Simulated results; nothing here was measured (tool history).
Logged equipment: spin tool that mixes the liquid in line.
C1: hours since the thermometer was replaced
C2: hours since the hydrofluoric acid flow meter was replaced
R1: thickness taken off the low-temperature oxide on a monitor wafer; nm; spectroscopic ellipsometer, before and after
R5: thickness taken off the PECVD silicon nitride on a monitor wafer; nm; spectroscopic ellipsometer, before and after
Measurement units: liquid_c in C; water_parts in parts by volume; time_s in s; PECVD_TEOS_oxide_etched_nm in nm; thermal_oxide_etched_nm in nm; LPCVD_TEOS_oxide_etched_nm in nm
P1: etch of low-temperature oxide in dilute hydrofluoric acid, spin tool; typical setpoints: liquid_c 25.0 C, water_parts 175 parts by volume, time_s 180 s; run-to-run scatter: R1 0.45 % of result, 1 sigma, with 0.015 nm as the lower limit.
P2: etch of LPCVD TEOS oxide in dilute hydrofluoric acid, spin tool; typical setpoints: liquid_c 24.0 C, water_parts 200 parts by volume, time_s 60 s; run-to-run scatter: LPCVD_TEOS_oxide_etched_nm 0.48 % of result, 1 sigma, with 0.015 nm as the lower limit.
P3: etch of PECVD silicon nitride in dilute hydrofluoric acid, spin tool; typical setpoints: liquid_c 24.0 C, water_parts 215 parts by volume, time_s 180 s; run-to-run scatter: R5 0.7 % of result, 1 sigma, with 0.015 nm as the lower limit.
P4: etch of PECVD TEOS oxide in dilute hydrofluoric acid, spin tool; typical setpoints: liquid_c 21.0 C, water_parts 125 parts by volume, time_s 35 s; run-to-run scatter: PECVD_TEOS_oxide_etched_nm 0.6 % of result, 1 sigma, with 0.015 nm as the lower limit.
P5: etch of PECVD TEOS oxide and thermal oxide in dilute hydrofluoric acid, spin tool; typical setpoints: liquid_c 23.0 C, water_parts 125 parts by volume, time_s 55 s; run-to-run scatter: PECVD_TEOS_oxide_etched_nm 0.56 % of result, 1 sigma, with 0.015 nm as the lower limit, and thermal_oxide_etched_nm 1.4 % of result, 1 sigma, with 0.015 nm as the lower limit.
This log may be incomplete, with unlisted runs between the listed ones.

run 1 hour=4.2 | process=P1 liquid_c=25.0 water_parts=175 time_s=180 | C1=529.8 C2=179.6 | R1=15.1040
run 2 hour=7.5 | process=P5 liquid_c=23.0 water_parts=125 time_s=55 | C1=533.1 C2=182.9 | PECVD_TEOS_oxide_etched_nm=6.3262 thermal_oxide_etched_nm=2.00530
run 3 hour=11.0 | process=P2 liquid_c=32.0 water_parts=200 time_s=60 | C1=536.6 C2=186.4 | LPCVD_TEOS_oxide_etched_nm=19.665
run 4 hour=15.1 | process=P3 liquid_c=32.0 water_parts=215 time_s=180 | C1=540.7 C2=190.5 | R5=5.6513
run 5 hour=17.7 | process=P2 liquid_c=24.0 water_parts=350 time_s=60 | C1=543.3 C2=193.1 | LPCVD_TEOS_oxide_etched_nm=7.171
run 6 hour=21.1 | process=P3 liquid_c=24.0 water_parts=80 time_s=180 | C1=546.7 C2=196.5 | R5=9.1575
run 7 hour=23.9 | process=P1 liquid_c=25.0 water_parts=175 time_s=315 | C1=549.5 C2=199.3 | R1=26.2340
run 8 hour=26.2 | process=P3 liquid_c=24.0 water_parts=215 time_s=275 | C1=551.8 C2=201.6 | R5=5.3110
run 9 hour=29.2 | process=P1 liquid_c=25.0 water_parts=40 time_s=180 | C1=554.8 C2=204.6 | R1=77.7190
run 10 hour=33.5 | process=P3 liquid_c=24.0 water_parts=215 time_s=180 | C1=559.1 C2=208.9 | R5=3.4425
run 11 hour=37.4 | process=P1 liquid_c=25.0 water_parts=270 time_s=180 | C1=563.0 C2=212.8 | R1=8.7775
run 12 hour=40.4 | process=P5 liquid_c=23.0 water_parts=215 time_s=55 | C1=566.0 C2=215.8 | PECVD_TEOS_oxide_etched_nm=3.2983 thermal_oxide_etched_nm=1.02600
run 13 hour=43.2 | process=P1 liquid_c=31.5 water_parts=290 time_s=180 | C1=568.8 C2=218.6 | R1=9.9482
run 14 hour=47.0 | process=P4 liquid_c=21.0 water_parts=125 time_s=15 | C1=572.6 C2=222.4 | PECVD_TEOS_oxide_etched_nm=1.9733
run 15 hour=51.3 | process=P1 liquid_c=25.0 water_parts=80 time_s=275 | C1=576.9 C2=226.7 | R1=56.4260
run 16 hour=54.3 | process=P1 liquid_c=17.5 water_parts=175 time_s=180 | C1=579.9 C2=229.7 | R1=11.3450
run 17 hour=58.4 | process=P5 liquid_c=23.0 water_parts=125 time_s=15 | C1=584.0 C2=233.8 | PECVD_TEOS_oxide_etched_nm=1.6923 thermal_oxide_etched_nm=0.54357
run 18 hour=62.8 | process=P1 liquid_c=29.5 water_parts=175 time_s=180 | C1=588.4 C2=238.2 | R1=17.6430
run 19 hour=67.3 | process=P4 liquid_c=21.0 water_parts=220 time_s=35 | C1=592.9 C2=242.7 | PECVD_TEOS_oxide_etched_nm=2.4032
run 20 hour=69.9 | process=P2 liquid_c=24.0 water_parts=200 time_s=60 | C1=595.5 C2=245.3 | LPCVD_TEOS_oxide_etched_nm=14.575
run 21 hour=73.0 | process=P2 liquid_c=24.0 water_parts=200 time_s=115 | C1=598.6 C2=248.4 | LPCVD_TEOS_oxide_etched_nm=28.144
run 22 hour=76.8 | process=P1 liquid_c=25.0 water_parts=175 time_s=180 | C1=602.4 C2=252.2 | R1=15.0150
run 23 hour=79.6 | process=P1 liquid_c=25.0 water_parts=175 time_s=180 | C1=605.2 C2=255.0 | R1=15.1210
run 24 hour=84.2 | process=P2 liquid_c=24.0 water_parts=200 time_s=60 | C1=609.8 C2=259.6 | LPCVD_TEOS_oxide_etched_nm=14.674
run 25 hour=88.0 | process=P4 liquid_c=21.0 water_parts=125 time_s=35 | C1=613.6 C2=263.4 | PECVD_TEOS_oxide_etched_nm=4.6293
run 26 hour=92.0 | process=P1 liquid_c=25.0 water_parts=175 time_s=25 | C1=617.6 C2=267.4 | R1=2.0907
run 27 hour=95.5 | process=P4 liquid_c=28.0 water_parts=125 time_s=35 | C1=621.1 C2=270.9 | PECVD_TEOS_oxide_etched_nm=6.0672
run 28 hour=98.8 | process=P1 liquid_c=25.0 water_parts=175 time_s=180 | C1=624.4 C2=274.2 | R1=15.0120
run 29 hour=101.9 | process=P1 liquid_c=25.0 water_parts=175 time_s=180 | C1=627.5 C2=277.3 | R1=15.1380
run 30 hour=106.1 | process=P5 liquid_c=30.0 water_parts=125 time_s=55 | C1=631.7 C2=281.5 | PECVD_TEOS_oxide_etched_nm=8.1440 thermal_oxide_etched_nm=2.57830
run 31 hour=109.5 | process=P1 liquid_c=25.0 water_parts=175 time_s=180 | C1=635.1 C2=284.9 | R1=15.0070
run 32 hour=112.5 | process=P1 liquid_c=25.0 water_parts=175 time_s=180 | C1=638.1 C2=287.9 | R1=15.4160
run 33 hour=114.9 | process=P1 liquid_c=25.0 water_parts=175 time_s=180 | C1=640.5 C2=290.3 | R1=15.6440
run 34 hour=118.4 | process=P1 liquid_c=25.0 water_parts=175 time_s=180 | C1=644.0 C2=293.8 | R1=15.8340
run 35 hour=121.3 | process=P1 liquid_c=25.0 water_parts=175 time_s=180 | C1=646.9 C2=296.7 | R1=15.9310
run 36 hour=124.5 | process=P1 liquid_c=25.0 water_parts=175 time_s=180 | C1=650.1 C2=299.9 | R1=16.0440
run 37 hour=127.5 | process=P1 liquid_c=25.0 water_parts=175 time_s=180 | C1=653.1 C2=302.9 | R1=16.2270
run 38 hour=130.5 | process=P1 liquid_c=25.0 water_parts=175 time_s=180 | C1=656.1 C2=305.9 | R1=16.1790
run 39 hour=133.8 | process=P1 liquid_c=25.0 water_parts=175 time_s=180 | C1=659.4 C2=309.2 | R1=16.1870
run 40 hour=136.6 | process=P1 liquid_c=25.0 water_parts=175 time_s=180 | C1=662.2 C2=312.0 | R1=16.1120
run 41 hour=138.8 | process=P1 liquid_c=25.0 water_parts=175 time_s=180 | C1=664.4 C2=314.2 | R1=16.2720

The log shows P1 creeping away from where it was. Any of the 2 causes listed here, at the size stated for it, fits the log just as well as the others:
A: hydrofluoric acid flow above the setpoint (%) = 6.46
B: liquid hotter than its thermometer reads (K) = 2.03
The gradual shift began around hour 109.5.

Of the 4 check runs listed below, each run on one wafer and each result written as a question mark, which would let you distinguish the listed causes because they would give clearly different results?
run check 1 hour=141.0 | process=P3 liquid_c=31.5 water_parts=150 time_s=180 | R5=?
run check 2 hour=141.0 | process=P4 liquid_c=21.0 water_parts=175 time_s=15 | PECVD_TEOS_oxide_etched_nm=?
run check 3 hour=141.0 | process=P5 liquid_c=29.5 water_parts=215 time_s=55 | PECVD_TEOS_oxide_etched_nm=? thermal_oxide_etched_nm=?
run check 4 hour=141.0 | process=P2 liquid_c=31.5 water_parts=200 time_s=115 | LPCVD_TEOS_oxide_etched_nm=?

How each check would come out, cause by cause:
check=check_1 result=R5 if_A=8.4474 if_B=8.9487
check=check_2 result=PECVD_TEOS_oxide_etched_nm if_A=1.4465 if_B=1.4527
check=check_3 result=PECVD_TEOS_oxide_etched_nm if_A=4.4905 if_B=4.4488
check=check_3 result=thermal_oxide_etched_nm if_A=1.43010 if_B=1.41680
check=check_4 result=LPCVD_TEOS_oxide_etched_nm if_A=39.793 if_B=39.400
Distance between the nearest two causes, measured in the result of the check that separates them most: check 1 5.77 %; check 2 0.43 %; check 3 0.93 %; check 4 0.99 %
The causes can be told apart only by check 1. The other checks would give nearly the same results under each of them.

Check 1 was then run and gave: R5 8.9516 nm. Which cause is it?

Of the candidate causes, it is B: liquid hotter than its thermometer reads (K).

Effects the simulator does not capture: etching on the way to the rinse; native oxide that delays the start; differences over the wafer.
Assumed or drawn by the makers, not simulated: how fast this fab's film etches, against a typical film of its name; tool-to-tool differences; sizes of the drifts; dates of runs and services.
